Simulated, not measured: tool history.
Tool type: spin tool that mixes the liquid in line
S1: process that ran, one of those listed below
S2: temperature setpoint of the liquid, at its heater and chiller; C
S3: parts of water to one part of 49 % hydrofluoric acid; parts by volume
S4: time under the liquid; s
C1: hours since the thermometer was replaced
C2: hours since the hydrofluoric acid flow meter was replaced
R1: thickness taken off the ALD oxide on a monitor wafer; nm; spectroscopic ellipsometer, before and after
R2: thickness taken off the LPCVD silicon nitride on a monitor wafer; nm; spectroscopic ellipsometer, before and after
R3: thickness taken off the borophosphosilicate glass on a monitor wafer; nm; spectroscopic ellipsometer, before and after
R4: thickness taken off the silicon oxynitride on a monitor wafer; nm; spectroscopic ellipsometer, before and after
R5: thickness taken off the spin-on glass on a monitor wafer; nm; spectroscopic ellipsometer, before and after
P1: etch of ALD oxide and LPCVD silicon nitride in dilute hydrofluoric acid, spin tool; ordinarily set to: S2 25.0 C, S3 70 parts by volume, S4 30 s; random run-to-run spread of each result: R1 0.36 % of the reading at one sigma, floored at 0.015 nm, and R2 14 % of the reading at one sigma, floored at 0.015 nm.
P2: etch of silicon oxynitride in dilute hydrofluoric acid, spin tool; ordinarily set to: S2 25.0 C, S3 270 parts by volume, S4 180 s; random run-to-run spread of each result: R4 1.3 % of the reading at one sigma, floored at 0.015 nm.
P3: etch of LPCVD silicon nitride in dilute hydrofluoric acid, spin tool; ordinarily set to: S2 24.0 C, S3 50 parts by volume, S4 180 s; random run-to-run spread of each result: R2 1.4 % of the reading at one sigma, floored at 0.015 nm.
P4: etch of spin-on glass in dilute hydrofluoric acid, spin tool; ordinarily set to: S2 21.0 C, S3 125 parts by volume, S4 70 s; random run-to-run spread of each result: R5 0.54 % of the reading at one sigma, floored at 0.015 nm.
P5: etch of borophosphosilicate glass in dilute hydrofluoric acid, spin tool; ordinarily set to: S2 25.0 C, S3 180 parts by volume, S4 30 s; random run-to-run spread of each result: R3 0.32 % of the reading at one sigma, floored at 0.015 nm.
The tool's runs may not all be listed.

{"run": 1, "day": 0.158, "S1": "P1", "S2": 25.0, "S3": 70, "S4": 30, "C1": 1466.5, "C2": 428.6, "R1": 7.2034, "R2": 0.15269}
{"run": 2, "day": 0.296, "S1": "P1", "S2": 25.0, "S3": 70, "S4": 55, "C1": 1469.8, "C2": 431.9, "R1": 13.191, "R2": 0.33554}
{"run": 3, "day": 0.45, "S1": "P5", "S2": 25.0, "S3": 180, "S4": 15, "C1": 1473.5, "C2": 435.6, "R3": 3.628}
{"run": 4, "day": 0.546, "S1": "P2", "S2": 25.0, "S3": 270, "S4": 35, "C1": 1475.8, "C2": 437.9, "R4": 0.32363}
{"run": 5, "day": 0.658, "S1": "P4", "S2": 21.0, "S3": 125, "S4": 35, "C1": 1478.5, "C2": 440.6, "R5": 14.784}
{"run": 6, "day": 0.767, "S1": "P2", "S2": 29.5, "S3": 270, "S4": 180, "C1": 1481.1, "C2": 443.2, "R4": 2.1268}
{"run": 7, "day": 0.958, "S1": "P4", "S2": 21.0, "S3": 40, "S4": 70, "C1": 1485.7, "C2": 447.8, "R5": 103.32}
{"run": 8, "day": 1.117, "S1": "P1", "S2": 25.0, "S3": 70, "S4": 30, "C1": 1489.5, "C2": 451.6, "R1": 7.1555, "R2": 0.18861}
{"run": 9, "day": 1.25, "S1": "P3", "S2": 24.0, "S3": 50, "S4": 180, "C1": 1492.7, "C2": 454.8, "R2": 1.7822}
{"run": 10, "day": 1.454, "S1": "P4", "S2": 21.0, "S3": 125, "S4": 70, "C1": 1497.6, "C2": 459.7, "R5": 29.67}
{"run": 11, "day": 1.658, "S1": "P3", "S2": 24.0, "S3": 50, "S4": 15, "C1": 1502.5, "C2": 464.6, "R2": 0.12888}
{"run": 12, "day": 1.842, "S1": "P3", "S2": 18.5, "S3": 50, "S4": 180, "C1": 1506.9, "C2": 469.0, "R2": 1.2253}
{"run": 13, "day": 1.979, "S1": "P1", "S2": 25.0, "S3": 70, "S4": 30, "C1": 1510.2, "C2": 472.3, "R1": 7.2145, "R2": 0.18538}
{"run": 14, "day": 2.075, "S1": "P1", "S2": 31.0, "S3": 70, "S4": 30, "C1": 1512.5, "C2": 474.6, "R1": 9.1268, "R2": 0.28198}
{"day": 2.167, "done": "thermometer replaced"}
{"run": 15, "day": 2.192, "S1": "P1", "S2": 19.5, "S3": 70, "S4": 30, "C1": 0.6, "C2": 477.4, "R1": 5.7591, "R2": 0.15066}
{"run": 16, "day": 2.312, "S1": "P1", "S2": 25.0, "S3": 120, "S4": 30, "C1": 3.5, "C2": 480.3, "R1": 3.9601, "R2": 0.15917}
{"run": 17, "day": 2.417, "S1": "P1", "S2": 25.0, "S3": 35, "S4": 30, "C1": 6.0, "C2": 482.8, "R1": 14.982, "R2": 0.37672}
{"run": 18, "day": 2.6, "S1": "P2", "S2": 25.0, "S3": 270, "S4": 180, "C1": 10.4, "C2": 487.2, "R4": 1.7415}
{"run": 19, "day": 2.771, "S1": "P1", "S2": 25.0, "S3": 70, "S4": 30, "C1": 14.5, "C2": 491.3, "R1": 7.0977, "R2": 0.25239}
{"run": 20, "day": 2.967, "S1": "P5", "S2": 31.0, "S3": 180, "S4": 30, "C1": 19.2, "C2": 496.0, "R3": 9.0642}
{"run": 21, "day": 3.125, "S1": "P1", "S2": 25.0, "S3": 70, "S4": 15, "C1": 23.0, "C2": 499.8, "R1": 3.5671, "R2": 0.082523}
{"run": 22, "day": 3.217, "S1": "P1", "S2": 25.0, "S3": 70, "S4": 30, "C1": 25.2, "C2": 502.0, "R1": 7.1686, "R2": 0.14931}
{"run": 23, "day": 3.312, "S1": "P5", "S2": 25.0, "S3": 40, "S4": 30, "C1": 27.5, "C2": 504.3, "R3": 39.131}
{"run": 24, "day": 3.404, "S1": "P2", "S2": 25.0, "S3": 270, "S4": 180, "C1": 29.7, "C2": 506.5, "R4": 1.7588}
{"run": 25, "day": 3.521, "S1": "P1", "S2": 25.0, "S3": 70, "S4": 30, "C1": 32.5, "C2": 509.3, "R1": 7.1339, "R2": 0.15108}
{"run": 26, "day": 3.667, "S1": "P4", "S2": 27.5, "S3": 125, "S4": 70, "C1": 36.0, "C2": 512.8, "R5": 38.222}
{"run": 27, "day": 3.792, "S1": "P3", "S2": 24.0, "S3": 50, "S4": 180, "C1": 39.0, "C2": 515.8, "R2": 1.8076}
{"run": 28, "day": 3.954, "S1": "P1", "S2": 25.0, "S3": 70, "S4": 30, "C1": 42.9, "C2": 519.7, "R1": 7.1921, "R2": 0.14051}
{"run": 29, "day": 4.046, "S1": "P3", "S2": 24.0, "S3": 20, "S4": 180, "C1": 45.1, "C2": 521.9, "R2": 4.3587}
{"run": 30, "day": 4.196, "S1": "P5", "S2": 25.0, "S3": 180, "S4": 30, "C1": 48.7, "C2": 525.5, "R3": 7.3088}
{"run": 31, "day": 4.288, "S1": "P2", "S2": 25.0, "S3": 435, "S4": 180, "C1": 50.9, "C2": 527.7, "R4": 0.98883}
{"run": 32, "day": 4.396, "S1": "P1", "S2": 28.0, "S3": 100, "S4": 30, "C1": 53.5, "C2": 530.3, "R1": 5.4562, "R2": 0.15242}
{"run": 33, "day": 4.608, "S1": "P1", "S2": 25.0, "S3": 70, "S4": 30, "C1": 58.6, "C2": 535.4, "R1": 7.1361, "R2": 0.21373}
{"run": 34, "day": 4.758, "S1": "P1", "S2": 25.0, "S3": 70, "S4": 30, "C1": 62.2, "C2": 539.0, "R1": 7.4262, "R2": 0.21174}
{"run": 35, "day": 4.85, "S1": "P1", "S2": 25.0, "S3": 70, "S4": 30, "C1": 64.4, "C2": 541.2, "R1": 7.492, "R2": 0.17006}
{"run": 36, "day": 4.95, "S1": "P1", "S2": 25.0, "S3": 70, "S4": 30, "C1": 66.8, "C2": 543.6, "R1": 7.5881, "R2": 0.22874}
{"run": 37, "day": 5.117, "S1": "P1", "S2": 25.0, "S3": 70, "S4": 30, "C1": 70.8, "C2": 547.6, "R1": 7.7234, "R2": 0.27023}
{"run": 38, "day": 5.254, "S1": "P1", "S2": 25.0, "S3": 70, "S4": 30, "C1": 74.1, "C2": 550.9, "R1": 7.7761, "R2": 0.23779}
{"run": 39, "day": 5.412, "S1": "P1", "S2": 25.0, "S3": 70, "S4": 30, "C1": 77.9, "C2": 554.7, "R1": 7.7665, "R2": 0.22066}
{"run": 40, "day": 5.588, "S1": "P1", "S2": 25.0, "S3": 70, "S4": 30, "C1": 82.1, "C2": 558.9, "R1": 7.795, "R2": 0.25364}
{"run": 41, "day": 5.696, "S1": "P1", "S2": 25.0, "S3": 70, "S4": 30, "C1": 84.7, "C2": 561.5, "R1": 7.7896, "R2": 0.18136}

What P1 gives has crept off from where it sat before. The 2 causes that follow fit the log equally well, each at the size noted:
A: liquid hotter than its thermometer reads (K) = 2.09
B: hydrofluoric acid flow above the setpoint (%) = 7.93
At approximately day 4.608, the process output began to creep.

The list below offers 4 check runs, each averaging the results of 5 wafers, and shows each result as a question mark. For which of them would the listed causes give clearly different results?
{"run": "check 1", "day": 5.804, "S1": "P3", "S2": 24.0, "S3": 25, "S4": 45, "R2": "?"}
{"run": "check 2", "day": 5.804, "S1": "P4", "S2": 21.0, "S3": 85, "S4": 70, "R5": "?"}
{"run": "check 3", "day": 5.804, "S1": "P2", "S2": 28.0, "S3": 270, "S4": 180, "R4": "?"}
{"run": "check 4", "day": 5.804, "S1": "P5", "S2": 25.0, "S3": 50, "S4": 15, "R3": "?"}

What each check would give under each cause:
check=check_1 result=R2 if_A=1.007300 if_B=0.940700
check=check_2 result=R5 if_A=49.602 if_B=49.531
check=check_3 result=R4 if_A=2.16120 if_B=2.17680
check=check_4 result=R3 if_A=16.8260 if_B=16.7690
Gap, in per cent, between the two causes that each check separates least, read from the result that separates them most: check 1 6.84 %; check 2 0.14 %; check 3 0.72 %; check 4 0.34 %
Only in check 1 would the causes give clearly different results; in the remaining checks their results would be nearly the same.

Then check 1 was run and gave: R2 0.946240 nm. Which cause is it?

It is B: hydrofluoric acid flow above the setpoint (%).
